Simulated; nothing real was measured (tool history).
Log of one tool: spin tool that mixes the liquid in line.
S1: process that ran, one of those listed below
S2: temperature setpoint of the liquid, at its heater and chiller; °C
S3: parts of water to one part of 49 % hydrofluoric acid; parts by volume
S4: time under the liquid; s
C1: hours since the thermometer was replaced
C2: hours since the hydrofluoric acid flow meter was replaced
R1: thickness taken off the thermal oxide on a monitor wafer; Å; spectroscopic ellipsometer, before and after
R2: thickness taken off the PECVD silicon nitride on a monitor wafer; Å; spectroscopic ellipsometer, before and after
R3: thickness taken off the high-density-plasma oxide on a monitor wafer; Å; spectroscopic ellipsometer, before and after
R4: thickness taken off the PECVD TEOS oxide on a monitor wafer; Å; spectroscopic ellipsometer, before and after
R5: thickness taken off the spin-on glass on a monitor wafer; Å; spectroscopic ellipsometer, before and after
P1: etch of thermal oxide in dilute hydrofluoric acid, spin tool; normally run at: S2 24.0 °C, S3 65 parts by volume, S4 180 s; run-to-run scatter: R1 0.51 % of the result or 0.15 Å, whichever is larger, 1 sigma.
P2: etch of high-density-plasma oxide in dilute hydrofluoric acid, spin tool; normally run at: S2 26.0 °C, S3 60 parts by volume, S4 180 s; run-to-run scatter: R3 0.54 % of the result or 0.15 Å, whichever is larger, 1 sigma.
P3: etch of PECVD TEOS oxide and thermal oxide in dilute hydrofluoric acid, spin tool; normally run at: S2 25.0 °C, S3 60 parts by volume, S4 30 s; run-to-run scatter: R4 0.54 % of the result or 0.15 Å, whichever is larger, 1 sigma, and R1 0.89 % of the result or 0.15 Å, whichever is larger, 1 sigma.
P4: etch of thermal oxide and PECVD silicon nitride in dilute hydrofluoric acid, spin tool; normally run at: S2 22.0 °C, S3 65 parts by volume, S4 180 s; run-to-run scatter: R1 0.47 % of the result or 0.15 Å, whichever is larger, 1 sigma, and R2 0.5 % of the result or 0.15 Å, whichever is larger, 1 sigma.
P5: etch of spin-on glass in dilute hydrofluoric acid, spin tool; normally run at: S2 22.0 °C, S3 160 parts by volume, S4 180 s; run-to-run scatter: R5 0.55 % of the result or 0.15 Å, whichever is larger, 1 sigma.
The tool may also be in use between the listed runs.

run 1 hour=10.6 | S1=P1 S2=24.0 S3=65 S4=180 | C1=700.4 C2=710.1 | R1=136.690
run 2 hour=24.6 | S1=P4 S2=29.0 S3=65 S4=180 | C1=714.4 C2=724.1 | R1=177.260 R2=213.610
run 3 hour=37.5 | S1=P2 S2=26.0 S3=60 S4=305 | C1=727.3 C2=737.0 | R3=301.06
run 4 hour=53.6 | S1=P3 S2=25.0 S3=60 S4=30 | C1=743.4 C2=753.1 | R1=26.388 R4=66.104
run 5 hour=66.5 | S1=P5 S2=22.0 S3=75 S4=180 | C1=756.3 C2=766.0 | R5=869.790
run 6 hour=79.6 | S1=P1 S2=20.0 S3=65 S4=320 | C1=769.4 C2=779.1 | R1=206.220
run 7 hour=89.9 | S1=P5 S2=22.0 S3=160 S4=180 | C1=779.7 C2=789.4 | R5=367.990
run 8 hour=103.5 | S1=P1 S2=24.0 S3=65 S4=180 | C1=793.3 C2=803.0 | R1=136.220
run 9 hour=111.8 | S1=P1 S2=24.0 S3=115 S4=180 | C1=801.6 C2=811.3 | R1=72.371
run 10 hour=127.3 | S1=P5 S2=22.0 S3=160 S4=15 | C1=817.1 C2=826.8 | R5=30.841
run 11 hour=138.3 | S1=P1 S2=24.0 S3=65 S4=180 | C1=828.1 C2=837.8 | R1=135.620
run 12 hour=147.8 | S1=P5 S2=26.0 S3=160 S4=180 | C1=837.6 C2=847.3 | R5=426.860
run 13 hour=163.9 | S1=P1 S2=20.0 S3=65 S4=180 | C1=853.7 C2=863.4 | R1=115.670
run 14 hour=182.6 | S1=P1 S2=24.0 S3=65 S4=180 | C1=872.4 C2=882.1 | R1=136.190
run 15 hour=195.5 | S1=P1 S2=24.0 S3=20 S4=180 | C1=885.3 C2=895.0 | R1=472.440
run 16 hour=205.5 | S1=P4 S2=22.0 S3=65 S4=180 | C1=895.3 C2=905.0 | R1=133.570 R2=134.380
run 17 hour=216.7 | S1=P3 S2=33.0 S3=60 S4=30 | C1=906.5 C2=916.2 | R1=36.075 R4=89.578
run 18 hour=226.5 | S1=P3 S2=25.0 S3=90 S4=30 | C1=916.3 C2=926.0 | R1=16.720 R4=42.011
run 19 hour=240.7 | S1=P2 S2=26.0 S3=35 S4=180 | C1=930.5 C2=940.2 | R3=314.80
run 20 hour=256.3 | S1=P1 S2=24.0 S3=65 S4=100 | C1=946.1 C2=955.8 | R1=76.963
run 21 hour=268.1 | S1=P2 S2=17.5 S3=60 S4=180 | C1=957.9 C2=967.6 | R3=125.99
run 22 hour=283.9 | S1=P3 S2=25.0 S3=60 S4=55 | C1=973.7 C2=983.4 | R1=48.462 R4=120.780
run 23 hour=295.0 | S1=P2 S2=26.0 S3=60 S4=180 | C1=984.8 C2=994.5 | R3=178.32
run 24 hour=305.6 | S1=P2 S2=26.0 S3=60 S4=180 | C1=995.4 C2=1005.1 | R3=177.48
run 25 hour=319.3 | S1=P4 S2=22.0 S3=65 S4=180 | C1=1009.1 C2=1018.8 | R1=134.230 R2=134.200
run 26 hour=329.8 | S1=P1 S2=31.5 S3=65 S4=180 | C1=1019.6 C2=1029.3 | R1=183.860
run 27 hour=339.1 | S1=P1 S2=18.0 S3=65 S4=70 | C1=1028.9 C2=1038.6 | R1=41.102
run 28 hour=353.2 | S1=P4 S2=22.0 S3=30 S4=180 | C1=1043.0 C2=1052.7 | R1=301.710 R2=285.100
run 29 hour=367.2 | S1=P4 S2=22.0 S3=65 S4=75 | C1=1057.0 C2=1066.7 | R1=55.387 R2=56.224
run 30 hour=382.6 | S1=P1 S2=24.0 S3=65 S4=180 | C1=1072.4 C2=1082.1 | R1=135.430
run 31 hour=398.3 | S1=P3 S2=25.0 S3=60 S4=30 | C1=1088.1 C2=1097.8 | R1=26.489 R4=65.704
run 32 hour=412.6 | S1=P1 S2=24.0 S3=65 S4=280 | C1=1102.4 C2=1112.1 | R1=212.970
run 33 hour=423.3 | S1=P1 S2=29.5 S3=65 S4=40 | C1=1113.1 C2=1122.8 | R1=37.975
run 34 hour=438.7 | S1=P1 S2=24.0 S3=65 S4=180 | C1=1128.5 C2=1138.2 | R1=135.640
run 35 hour=453.1 | S1=P1 S2=24.0 S3=65 S4=180 | C1=1142.9 C2=1152.6 | R1=135.500
run 36 hour=464.0 | S1=P1 S2=24.0 S3=65 S4=180 | C1=1153.8 C2=1163.5 | R1=132.630
run 37 hour=482.3 | S1=P1 S2=24.0 S3=65 S4=180 | C1=1172.1 C2=1181.8 | R1=127.880
run 38 hour=499.3 | S1=P1 S2=24.0 S3=65 S4=180 | C1=1189.1 C2=1198.8 | R1=125.950
run 39 hour=510.5 | S1=P1 S2=24.0 S3=65 S4=180 | C1=1200.3 C2=1210.0 | R1=126.080
run 40 hour=521.7 | S1=P1 S2=24.0 S3=65 S4=180 | C1=1211.5 C2=1221.2 | R1=125.420
run 41 hour=535.7 | S1=P1 S2=24.0 S3=65 S4=180 | C1=1225.5 C2=1235.2 | R1=124.560
run 42 hour=547.6 | S1=P1 S2=24.0 S3=65 S4=180 | C1=1237.4 C2=1247.1 | R1=124.740
run 43 hour=559.9 | S1=P1 S2=24.0 S3=65 S4=180 | C1=1249.7 C2=1259.4 | R1=124.090

What P1 gives has crept away from where it was. These 2 causes fit the log equally well, each at the size given:
A: hydrofluoric acid flow below the setpoint (%) = 7.97
B: liquid colder than its thermometer reads (K) = 2.21
The creep began at about hour 453.1.

4 check runs are offered, one wafer each, their results left as question marks. Which one tells the causes apart?
run check 1 hour=572.2 | S1=P5 S2=22.0 S3=160 S4=180 | R5=?
run check 2 hour=572.2 | S1=P3 S2=25.0 S3=60 S4=30 | R1=? R4=?
run check 3 hour=572.2 | S1=P2 S2=26.0 S3=60 S4=180 | R3=?
run check 4 hour=572.2 | S1=P4 S2=22.0 S3=65 S4=180 | R1=? R2=?

What each check would give under each cause:
check=check_1 result=R5 if_A=334.200 if_B=337.980
check=check_2 result=R1 if_A=23.989 if_B=23.983
check=check_2 result=R4 if_A=60.295 if_B=60.280
check=check_3 result=R3 if_A=163.20 if_B=163.30
check=check_4 result=R1 if_A=121.970 if_B=121.700
check=check_4 result=R2 if_A=123.940 if_B=115.540
How far apart the two closest causes lie, in the result that separates them most: check 1 1.13 %; check 2 0.03 %; check 3 0.06 %; check 4 7.02 %
Check 4 tells the causes apart: in the others they would give nearly the same result.

Check 4 was then run and gave: R1 121.090 Å; R2 123.550 Å. Which cause is it?

It is A: hydrofluoric acid flow below the setpoint (%).

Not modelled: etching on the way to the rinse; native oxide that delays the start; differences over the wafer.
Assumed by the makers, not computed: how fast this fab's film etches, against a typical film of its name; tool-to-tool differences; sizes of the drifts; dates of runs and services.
